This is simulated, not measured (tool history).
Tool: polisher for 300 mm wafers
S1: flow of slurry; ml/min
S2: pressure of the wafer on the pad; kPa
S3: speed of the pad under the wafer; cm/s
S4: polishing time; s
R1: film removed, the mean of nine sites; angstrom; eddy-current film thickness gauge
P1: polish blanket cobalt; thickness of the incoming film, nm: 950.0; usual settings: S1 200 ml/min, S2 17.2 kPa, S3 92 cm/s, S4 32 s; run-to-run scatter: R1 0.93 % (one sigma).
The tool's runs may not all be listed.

run,hour,S1,S2,S3,S4,R1
1,4.9,200,17.2,92,32,2113.90
2,13.5,200,17.2,140,32,3222.50
3,20.2,200,17.2,92,32,2112.10
4,26.8,200,17.2,92,46,3067.80
5,35.0,200,17.2,92,32,2117.40
6,39.8,300,7.6,92,32,983.99
7,46.3,120,17.2,92,32,1922.80
8,51.9,200,9.7,92,32,1191.60
9,59.9,200,17.2,92,32,2148.10
10,65.7,200,26.2,92,32,3196.60
11,74.5,200,17.2,44,32,1032.60
12,80.1,250,24.8,92,32,3133.20
13,88.6,310,17.2,92,32,2246.50
14,93.4,200,17.2,92,32,2107.50
15,100.8,200,17.2,92,14,932.10
16,105.6,200,11.7,124,32,1940.10
17,114.8,200,17.2,92,32,2105.70
18,120.7,200,17.2,92,32,2068.10
19,126.0,200,17.2,92,32,2020.00
20,132.8,200,17.2,92,32,2022.20
21,139.2,200,17.2,92,32,1987.20
22,147.9,200,17.2,92,32,1969.40
# hour 151.7: worn pad replaced by a new one
23,157.0,200,17.2,92,32,1970.00

Forecast run 24:
24,165.0,200,17.2,92,32,?

Run 24 gave R1 1998.50 angstrom.

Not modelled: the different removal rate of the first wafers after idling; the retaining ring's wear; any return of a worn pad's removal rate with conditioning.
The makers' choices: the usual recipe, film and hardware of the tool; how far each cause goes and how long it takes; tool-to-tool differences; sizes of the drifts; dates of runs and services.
